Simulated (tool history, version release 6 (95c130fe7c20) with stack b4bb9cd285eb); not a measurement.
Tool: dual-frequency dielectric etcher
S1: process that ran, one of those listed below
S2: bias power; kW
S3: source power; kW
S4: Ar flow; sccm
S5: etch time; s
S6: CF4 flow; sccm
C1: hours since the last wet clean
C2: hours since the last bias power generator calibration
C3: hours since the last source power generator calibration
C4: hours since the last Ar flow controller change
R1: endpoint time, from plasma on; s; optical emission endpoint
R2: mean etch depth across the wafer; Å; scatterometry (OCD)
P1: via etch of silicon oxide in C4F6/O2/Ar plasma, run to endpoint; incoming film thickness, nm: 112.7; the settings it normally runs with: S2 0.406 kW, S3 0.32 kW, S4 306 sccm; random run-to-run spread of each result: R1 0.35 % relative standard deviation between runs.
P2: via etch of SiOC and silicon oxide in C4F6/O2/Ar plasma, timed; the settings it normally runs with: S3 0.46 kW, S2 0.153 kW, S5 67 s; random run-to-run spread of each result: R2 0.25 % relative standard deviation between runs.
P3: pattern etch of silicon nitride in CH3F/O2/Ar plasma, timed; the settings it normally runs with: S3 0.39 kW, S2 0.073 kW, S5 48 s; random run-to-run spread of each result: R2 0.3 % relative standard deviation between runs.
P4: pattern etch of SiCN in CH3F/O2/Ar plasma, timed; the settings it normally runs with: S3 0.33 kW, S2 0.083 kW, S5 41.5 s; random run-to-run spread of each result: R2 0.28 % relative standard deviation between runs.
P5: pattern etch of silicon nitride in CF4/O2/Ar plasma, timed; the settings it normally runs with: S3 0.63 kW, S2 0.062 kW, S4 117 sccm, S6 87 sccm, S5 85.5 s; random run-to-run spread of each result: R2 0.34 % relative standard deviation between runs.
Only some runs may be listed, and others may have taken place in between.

run	hour	S1	S2	S3	S4	S5	S6	C1	C2	C3	C4	R1	R2
1	10	P1	0.406	0.32	306			200.7	1019	826.7	2751.3	30.028	
2	17.1	P1	0.406	0.32	306			207.8	1026.1	833.8	2758.4	29.699	
3	27.7	P2	0.153	0.46		45		218.4	1036.7	844.4	2769		505.73
# hour 35.5: Ar flow controller replaced
4	40.2	P5	0.044	0.63	117	85.5	87	230.9	1049.2	856.9	4.7		1800.9
5	52.8	P5	0.062	0.63	117	123.5	87	243.5	1061.8	869.5	17.3		2963.3
6	63.8	P5	0.062	0.63	117	85.5	87	254.5	1072.8	880.5	28.3		2045.3
7	76.5	P3	0.073	0.23		48		267.2	1085.5	893.2	41		280.63
8	85.1	P3	0.058	0.39		48		275.8	1094.1	901.8	49.6		316.43
# hour 91.6: source power generator calibrated
9	95.7	P1	0.406	0.32	306			286.4	1104.7	4.1	60.2	29.634	
10	101.9	P4	0.083	0.33		58		292.6	1110.9	10.3	66.4		220.33
11	109.6	P1	0.259	0.32	306			300.3	1118.6	18	74.1	35.179	
12	115.2	P2	0.206	0.46		67		305.9	1124.2	23.6	79.7		829.91
13	123.3	P1	0.507	0.32	306			314	1132.3	31.7	87.8	27.41	
14	133.4	P1	0.406	0.24	306			324.1	1142.4	41.8	97.9	33.114	
15	143.4	P3	0.073	0.39		48		334.1	1152.4	51.8	107.9		340.84
16	152.5	P4	0.083	0.24		41.5		343.2	1161.5	60.9	117		140.3
17	161.1	P1	0.406	0.32	306			351.8	1170.1	69.5	125.6	29.807	
18	168	P1	0.406	0.32	418			358.7	1177	76.4	132.5	30.861	
19	178.8	P5	0.062	0.63	117	85.5	53	369.5	1187.8	87.2	143.3		1922.9
20	190.2	P4	0.083	0.33		41.5		380.9	1199.2	98.6	154.7		157.04
21	201.8	P5	0.062	0.63	87	85.5	87	392.5	1210.8	110.2	166.3		2123.6
22	213.1	P2	0.153	0.26		67		403.8	1222.1	121.5	177.6		602.3
23	221.6	P1	0.406	0.32	237			412.3	1230.6	130	186.1	28.894	
24	229.9	P5	0.062	0.8	117	85.5	87	420.6	1238.9	138.3	194.4		2515.1
25	241.3	P2	0.153	0.46		67		432	1250.3	149.7	205.8		749.73
26	249.4	P1	0.406	0.42	306			440.1	1258.4	157.8	213.9	26.992	
27	257	P3	0.073	0.39		36		447.7	1266	165.4	221.5		255.5
28	264.3	P1	0.33	0.39	306			455	1273.3	172.7	228.8	29.968	
29	273.3	P4	0.056	0.33		41.5		464	1282.3	181.7	237.8		137.17
30	285.5	P1	0.276	0.23	306			476.2	1294.5	193.9	250	38.642	
31	293.4	P1	0.406	0.32	306			484.1	1302.4	201.8	257.9	29.797	
32	299.5	P1	0.406	0.32	306			490.2	1308.5	207.9	264	29.831	
33	306.3	P1	0.406	0.32	306			497	1315.3	214.7	270.8	29.803	
34	318.7	P1	0.406	0.32	306			509.4	1327.7	227.1	283.2	29.414	
35	326.2	P1	0.406	0.32	306			516.9	1335.2	234.6	290.7	29.247	
# hour 336.6: Ar flow controller replaced
36	338.4	P1	0.406	0.32	306			529.1	1347.4	246.8	1.9	29.243	
# hour 340.3: wet clean of the chamber
37	344.8	P1	0.406	0.32	306			4.6	1353.8	253.2	8.3	29.588	
38	356.7	P1	0.406	0.32	306			16.5	1365.7	265.1	20.2	29.326	
39	366.5	P1	0.406	0.32	306			26.3	1375.5	274.9	30	29.356	

Something has made what P1 gives creep away from where it was; the 2 causes below, each at its own stated size, fit the log equally well:
A: source power that arrives over what is set, % = 4.83
B: bias power that arrives over what is set, % = 4.87
Onset of the creep was near hour 293.4.
The rest of the possible causes, and what rules out each one:
chamber walls in a state that raises the etch rate, %: work on it at hour 340.3, done after the drift set in, did not restore what the process gave before
Ar flow that arrives under what is set, %: work on it at hour 336.6, done after the drift set in, did not restore what the process gave before

Which of the 4 check runs listed below, each an average over 2 wafers with its results shown as question marks, gives clearly different results under the different listed causes?
check 1	376.3	P2	0.2	0.46		67							?
check 2	376.3	P3	0.073	0.23		36							?
check 3	376.3	P5	0.062	0.63	117	118.5	87						?
check 4	376.3	P4	0.068	0.33		57							?

What every check run would give for each of its results, assuming each possible cause in turn:
check	result	if A	if B
check 1	R2	835.25	833.03
check 2	R2	213.41	213.29
check 3	R2	2959	2895.4
check 4	R2	205.24	205.08
Smallest distance between any two causes, each pair judged by its most separating result, in per cent: check 1 0.27 %; check 2 0.06 %; check 3 2.17 %; check 4 0.08 %
Check 3 distinguishes between the causes, while the remaining checks would return nearly the same result for all of them.

Then check 3 was run and gave: R2 2951.7 Å. Which cause is it?

Of the candidate causes, it is A: source power that arrives over what is set, %.
